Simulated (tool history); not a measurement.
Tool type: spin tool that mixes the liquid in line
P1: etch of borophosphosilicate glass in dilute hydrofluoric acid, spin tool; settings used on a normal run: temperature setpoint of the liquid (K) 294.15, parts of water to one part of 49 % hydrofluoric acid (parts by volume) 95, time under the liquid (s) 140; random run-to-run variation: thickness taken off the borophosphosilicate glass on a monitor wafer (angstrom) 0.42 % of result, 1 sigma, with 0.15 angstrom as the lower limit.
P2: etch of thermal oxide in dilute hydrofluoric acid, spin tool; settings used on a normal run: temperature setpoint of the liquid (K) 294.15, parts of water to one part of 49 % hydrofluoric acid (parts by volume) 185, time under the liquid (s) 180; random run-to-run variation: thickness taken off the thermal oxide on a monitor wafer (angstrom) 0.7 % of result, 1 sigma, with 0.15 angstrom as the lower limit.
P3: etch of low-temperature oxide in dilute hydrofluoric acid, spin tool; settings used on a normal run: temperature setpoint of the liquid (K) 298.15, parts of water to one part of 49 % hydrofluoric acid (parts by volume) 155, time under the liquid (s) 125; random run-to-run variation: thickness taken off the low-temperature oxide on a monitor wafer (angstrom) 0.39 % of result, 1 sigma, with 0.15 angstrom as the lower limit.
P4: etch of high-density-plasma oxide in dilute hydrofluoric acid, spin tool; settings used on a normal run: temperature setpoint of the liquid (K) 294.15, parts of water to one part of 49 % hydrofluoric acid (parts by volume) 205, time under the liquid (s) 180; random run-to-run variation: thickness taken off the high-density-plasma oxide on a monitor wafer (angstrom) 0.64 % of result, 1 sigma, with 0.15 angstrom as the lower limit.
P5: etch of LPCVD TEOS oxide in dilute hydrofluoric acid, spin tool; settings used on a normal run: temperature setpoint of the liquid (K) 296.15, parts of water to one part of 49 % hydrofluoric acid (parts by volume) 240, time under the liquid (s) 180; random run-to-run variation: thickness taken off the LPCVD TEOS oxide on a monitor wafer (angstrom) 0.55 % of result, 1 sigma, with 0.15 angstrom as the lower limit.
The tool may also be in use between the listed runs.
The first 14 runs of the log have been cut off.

run	hour	process that ran	temperature setpoint of the liquid (K)	parts of water to one part of 49 % hydrofluoric acid (parts by volume)	time under the liquid (s)	hours since the thermometer was replaced	hours since the hydrofluoric acid flow meter was replaced	thickness taken off the borophosphosilicate glass on a monitor wafer (angstrom)	thickness taken off the low-temperature oxide on a monitor wafer (angstrom)	thickness taken off the thermal oxide on a monitor wafer (angstrom)	thickness taken off the high-density-plasma oxide on a monitor wafer (angstrom)	thickness taken off the LPCVD TEOS oxide on a monitor wafer (angstrom)
15	134.2	P1	294.15	95	140	1398.8	1534.2	592.30				
16	140.9	P1	294.15	95	30	1405.5	1540.9	126.97				
17	147.0	P5	296.15	240	355	1411.6	1547.0					213.780
18	154.5	P1	298.65	150	140	1419.1	1554.5	418.49				
19	161.4	P5	303.15	240	180	1426.0	1561.4					139.040
20	169.9	P5	296.15	240	180	1434.5	1569.9					107.380
21	179.8	P4	294.15	55	180	1444.4	1579.8				154.110	
22	190.0	P1	301.15	95	140	1454.6	1590.0	781.17				
23	199.9	P1	294.15	95	220	1464.5	1599.9	924.99				
24	209.6	P5	296.15	400	180	1474.2	1609.6					56.255
25	215.8	P1	294.15	30	140	1480.4	1615.8	2016.70				
26	223.3	P1	294.15	95	140	1487.9	1623.3	585.50				
27	234.3	P4	294.15	205	180	1498.9	1634.3				35.359	
28	244.9	P3	298.15	35	125	1509.5	1644.9		506.240			
29	250.9	P1	294.15	155	140	1515.5	1650.9	335.31				

The next listed run, before its measurement:
30	259.2	P4	294.15	205	180	1523.8	1659.2				?	

Run 30 produced thickness taken off the high-density-plasma oxide on a monitor wafer (angstrom) 35.401.
